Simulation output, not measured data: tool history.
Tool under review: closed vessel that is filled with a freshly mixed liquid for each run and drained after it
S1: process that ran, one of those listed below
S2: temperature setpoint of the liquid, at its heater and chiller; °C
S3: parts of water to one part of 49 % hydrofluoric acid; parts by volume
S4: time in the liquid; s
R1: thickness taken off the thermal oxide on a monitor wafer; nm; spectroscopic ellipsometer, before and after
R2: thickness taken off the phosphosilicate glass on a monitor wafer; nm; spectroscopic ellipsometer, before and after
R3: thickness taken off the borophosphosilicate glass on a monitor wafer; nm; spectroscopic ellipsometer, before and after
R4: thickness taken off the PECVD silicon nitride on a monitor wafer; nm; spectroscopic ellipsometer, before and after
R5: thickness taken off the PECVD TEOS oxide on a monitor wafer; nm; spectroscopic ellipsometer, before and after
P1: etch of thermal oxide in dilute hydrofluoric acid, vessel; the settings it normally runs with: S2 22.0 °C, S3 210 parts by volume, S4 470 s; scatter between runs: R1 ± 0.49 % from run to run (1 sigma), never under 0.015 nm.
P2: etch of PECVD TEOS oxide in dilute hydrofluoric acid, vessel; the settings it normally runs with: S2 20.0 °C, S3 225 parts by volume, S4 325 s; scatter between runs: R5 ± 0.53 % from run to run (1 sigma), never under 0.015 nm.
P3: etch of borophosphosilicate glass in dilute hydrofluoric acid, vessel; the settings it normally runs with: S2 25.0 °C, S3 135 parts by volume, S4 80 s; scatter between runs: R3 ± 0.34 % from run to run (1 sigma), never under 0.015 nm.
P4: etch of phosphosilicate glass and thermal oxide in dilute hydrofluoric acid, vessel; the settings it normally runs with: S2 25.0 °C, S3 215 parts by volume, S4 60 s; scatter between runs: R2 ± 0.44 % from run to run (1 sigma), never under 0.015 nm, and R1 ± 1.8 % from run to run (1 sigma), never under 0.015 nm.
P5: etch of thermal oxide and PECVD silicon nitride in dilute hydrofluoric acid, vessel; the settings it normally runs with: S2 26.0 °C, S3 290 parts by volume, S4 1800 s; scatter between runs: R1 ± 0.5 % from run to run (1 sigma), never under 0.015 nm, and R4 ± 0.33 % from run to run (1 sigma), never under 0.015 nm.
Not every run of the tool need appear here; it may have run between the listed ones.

{"run": 1, "hour": 4.3, "S1": "P1", "S2": 22.0, "S3": 210, "S4": 470, "R1": 8.7632}
{"run": 2, "hour": 7.9, "S1": "P1", "S2": 25.5, "S3": 210, "S4": 145, "R1": 3.0685}
{"run": 3, "hour": 11.5, "S1": "P1", "S2": 17.0, "S3": 210, "S4": 470, "R1": 7.2948}
{"run": 4, "hour": 14.1, "S1": "P1", "S2": 22.0, "S3": 210, "S4": 470, "R1": 8.7457}
{"run": 5, "hour": 18.7, "S1": "P4", "S2": 25.0, "S3": 215, "S4": 60, "R1": 1.1809, "R2": 31.179}
{"run": 6, "hour": 21.8, "S1": "P3", "S2": 25.0, "S3": 20, "S4": 80, "R3": 158.08}
{"run": 7, "hour": 25.4, "S1": "P1", "S2": 22.0, "S3": 210, "S4": 470, "R1": 8.7457}
{"run": 8, "hour": 29.8, "S1": "P5", "S2": 26.0, "S3": 515, "S4": 1800, "R1": 11.945, "R4": 7.5199}
{"run": 9, "hour": 34.7, "S1": "P4", "S2": 31.5, "S3": 215, "S4": 60, "R1": 1.4771, "R2": 39.379}
{"run": 10, "hour": 37.5, "S1": "P1", "S2": 28.5, "S3": 210, "S4": 470, "R1": 10.906}
{"run": 11, "hour": 40.0, "S1": "P5", "S2": 26.0, "S3": 290, "S4": 1800, "R1": 25.876, "R4": 13.356}
{"run": 12, "hour": 44.7, "S1": "P1", "S2": 22.0, "S3": 210, "S4": 780, "R1": 14.519}
{"run": 13, "hour": 49.3, "S1": "P4", "S2": 25.0, "S3": 215, "S4": 90, "R1": 1.7038, "R2": 46.735}
{"run": 14, "hour": 53.7, "S1": "P2", "S2": 20.0, "S3": 225, "S4": 650, "R5": 35.903}
{"run": 15, "hour": 57.3, "S1": "P1", "S2": 22.0, "S3": 80, "S4": 470, "R1": 26.511}
{"run": 16, "hour": 61.9, "S1": "P1", "S2": 30.0, "S3": 210, "S4": 190, "R1": 4.699}
{"run": 17, "hour": 64.1, "S1": "P5", "S2": 22.0, "S3": 290, "S4": 1800, "R1": 22.527, "R4": 10.467}
{"run": 18, "hour": 66.9, "S1": "P2", "S2": 20.0, "S3": 225, "S4": 325, "R5": 18.133}
{"run": 19, "hour": 70.4, "S1": "P2", "S2": 20.0, "S3": 65, "S4": 325, "R5": 74.209}
{"run": 20, "hour": 72.7, "S1": "P1", "S2": 22.0, "S3": 210, "S4": 470, "R1": 8.7248}
{"run": 21, "hour": 76.7, "S1": "P3", "S2": 25.0, "S3": 135, "S4": 80, "R3": 20.056}
{"run": 22, "hour": 80.9, "S1": "P1", "S2": 22.0, "S3": 210, "S4": 80, "R1": 1.4886}
{"run": 23, "hour": 84.9, "S1": "P2", "S2": 17.0, "S3": 225, "S4": 325, "R5": 16.042}
{"run": 24, "hour": 88.6, "S1": "P1", "S2": 22.0, "S3": 210, "S4": 470, "R1": 8.7115}
{"run": 25, "hour": 90.9, "S1": "P1", "S2": 22.0, "S3": 365, "S4": 470, "R1": 4.3504}
{"run": 26, "hour": 93.1, "S1": "P5", "S2": 26.0, "S3": 290, "S4": 3410, "R1": 48.821, "R4": 25.423}
{"run": 27, "hour": 96.8, "S1": "P1", "S2": 22.0, "S3": 375, "S4": 910, "R1": 8.1305}
{"run": 28, "hour": 100.1, "S1": "P3", "S2": 32.5, "S3": 135, "S4": 80, "R3": 26.56}
{"run": 29, "hour": 102.9, "S1": "P3", "S2": 25.0, "S3": 135, "S4": 160, "R3": 40.468}
{"run": 30, "hour": 107.1, "S1": "P4", "S2": 25.0, "S3": 80, "S4": 60, "R1": 3.6409, "R2": 97.68}
{"run": 31, "hour": 110.5, "S1": "P1", "S2": 22.0, "S3": 210, "S4": 470, "R1": 8.6833}
{"run": 32, "hour": 115.2, "S1": "P1", "S2": 22.0, "S3": 210, "S4": 470, "R1": 9.0769}
{"run": 33, "hour": 118.3, "S1": "P1", "S2": 22.0, "S3": 210, "S4": 470, "R1": 9.2847}
{"run": 34, "hour": 121.2, "S1": "P1", "S2": 22.0, "S3": 210, "S4": 470, "R1": 9.3102}
{"run": 35, "hour": 124.0, "S1": "P1", "S2": 22.0, "S3": 210, "S4": 470, "R1": 9.4005}

Forecast run 36:
{"run": 36, "hour": 128.8, "S1": "P1", "S2": 22.0, "S3": 210, "S4": 470, "R1": "?"}

{"run 36": {"R1": 9.4392}}
